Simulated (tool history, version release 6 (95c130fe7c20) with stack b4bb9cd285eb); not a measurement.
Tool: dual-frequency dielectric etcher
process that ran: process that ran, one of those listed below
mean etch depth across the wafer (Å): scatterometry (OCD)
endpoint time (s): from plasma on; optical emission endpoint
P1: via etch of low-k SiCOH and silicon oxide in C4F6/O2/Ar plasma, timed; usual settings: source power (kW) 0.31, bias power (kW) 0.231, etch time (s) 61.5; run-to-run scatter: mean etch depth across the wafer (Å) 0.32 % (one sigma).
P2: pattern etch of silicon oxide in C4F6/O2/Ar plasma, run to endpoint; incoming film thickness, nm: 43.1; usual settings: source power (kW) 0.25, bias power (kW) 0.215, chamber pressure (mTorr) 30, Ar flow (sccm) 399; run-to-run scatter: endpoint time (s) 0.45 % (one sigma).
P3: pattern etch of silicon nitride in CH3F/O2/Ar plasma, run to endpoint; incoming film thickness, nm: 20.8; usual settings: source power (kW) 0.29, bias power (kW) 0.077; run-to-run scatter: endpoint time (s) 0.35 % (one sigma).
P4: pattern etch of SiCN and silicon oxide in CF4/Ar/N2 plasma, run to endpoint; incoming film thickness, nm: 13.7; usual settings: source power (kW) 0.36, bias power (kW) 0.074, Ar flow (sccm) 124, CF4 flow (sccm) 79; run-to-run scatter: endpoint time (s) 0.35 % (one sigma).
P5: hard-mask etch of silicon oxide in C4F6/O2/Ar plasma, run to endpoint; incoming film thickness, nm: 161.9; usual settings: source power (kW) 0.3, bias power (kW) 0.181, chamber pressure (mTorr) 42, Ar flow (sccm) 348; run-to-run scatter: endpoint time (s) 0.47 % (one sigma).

run,hour,process that ran,source power (kW),bias power (kW),etch time (s),chamber pressure (mTorr),Ar flow (sccm),CF4 flow (sccm),hours since the last wet clean,hours since the last source power generator calibration,hours since the last bias power generator calibration,mean etch depth across the wafer (Å),endpoint time (s)
1,9.6,P1,0.31,0.231,61.5,,,,64,1423.7,509.9,1711.1,
2,26.7,P2,0.25,0.149,,30,399,,81.1,1440.8,527,,17.871
3,42,P4,0.36,0.074,,,124,105,96.4,1456.1,542.3,,18.492
4,54.5,P5,0.3,0.181,,42,446,,108.9,1468.6,554.8,,63.109
5,67.2,P2,0.25,0.215,,30,399,,121.6,1481.3,567.5,,15.897
6,83.4,P1,0.19,0.231,61.5,,,,137.8,1497.5,583.7,1426.7,
7,94.4,P3,0.29,0.077,,,,,148.8,1508.5,594.7,,32.735
8,104.2,P1,0.31,0.231,61.5,,,,158.6,1518.3,604.5,1711.3,
9,122.3,P5,0.38,0.181,,42,348,,176.7,1536.4,622.6,,55.562
10,132.8,P1,0.31,0.144,61.5,,,,187.2,1546.9,633.1,1466.4,
11,142.9,P5,0.3,0.181,,42,348,,197.3,1557,643.2,,60.968
12,158.1,P1,0.4,0.231,61.5,,,,212.5,1572.2,658.4,1880.2,
13,175.9,P4,0.36,0.074,,,124,79,230.3,1590,676.2,,19.217
14,192.1,P3,0.29,0.094,,,,,246.5,1606.2,692.4,,30.425
15,207.8,P1,0.31,0.231,61.5,,,,262.2,1621.9,708.1,1707.4,
16,222.9,P1,0.31,0.231,61.5,,,,277.3,1637,723.2,1708.9,
17,240.6,P2,0.25,0.215,,30,399,,295,1654.7,740.9,,15.882
18,254.7,P2,0.32,0.215,,30,399,,309.1,1668.8,755,,14.443
19,269.9,P4,0.36,0.074,,,176,79,324.3,1684,770.2,,20.268
20,285.8,P1,0.31,0.231,61.5,,,,340.2,1699.9,786.1,1703.4,
21,297.6,P5,0.3,0.132,,42,348,,352,1711.7,797.9,,67.721
22,308.5,P2,0.25,0.215,,41.5,399,,362.9,1722.6,808.8,,16.474
23,325.2,P1,0.31,0.231,38,,,,379.6,1739.3,825.5,1053.8,
24,338.5,P4,0.36,0.093,,,124,79,392.9,1752.6,838.8,,17.834
25,349.4,P1,0.31,0.284,61.5,,,,403.8,1763.5,849.7,1844.1,
26,364.9,P1,0.21,0.306,61.5,,,,419.3,1779,865.2,1625.9,
27,380.5,P1,0.31,0.231,61.5,,,,434.9,1794.6,880.8,1704.2,
28,397,P3,0.29,0.077,,,,,451.4,1811.1,897.3,,32.754
29,408.1,P4,0.26,0.074,,,124,79,462.5,1822.2,908.4,,25.668
30,416.3,P5,0.3,0.181,,52,348,,470.7,1830.4,916.6,,62.736
31,429.4,P2,0.25,0.215,,30,283,,483.8,1843.5,929.7,,15.171
32,447,P1,0.31,0.231,81.5,,,,501.4,1861.1,947.3,2260.2,
33,462.7,P3,0.39,0.077,,,,,517.1,1876.8,963,,29.212
34,474.8,P1,0.31,0.231,61.5,,,,529.2,1888.9,975.1,1711.9,
35,482.9,P1,0.31,0.231,61.5,,,,537.3,1897,983.2,1700.8,
36,497.3,P1,0.31,0.231,61.5,,,,551.7,1911.4,997.6,1699.6,
37,505.9,P1,0.31,0.231,61.5,,,,560.3,1920,1006.2,1695.8,
38,521.9,P1,0.31,0.231,61.5,,,,576.3,1936,1022.2,1677.3,
39,532.6,P1,0.31,0.231,61.5,,,,587,1946.7,1032.9,1687.2,
40,548.3,P1,0.31,0.231,61.5,,,,602.7,1962.4,1048.6,1689.3,
# hour 563.6: wet clean of the chamber
41,566.1,P1,0.31,0.231,61.5,,,,2.5,1980.2,1066.4,1674.4,

Run 42 comes next. What will it give?
42,578.3,P1,0.31,0.231,61.5,,,,14.7,1992.4,1078.6,?,

Run 42 gave mean etch depth across the wafer (Å) 1684.6.
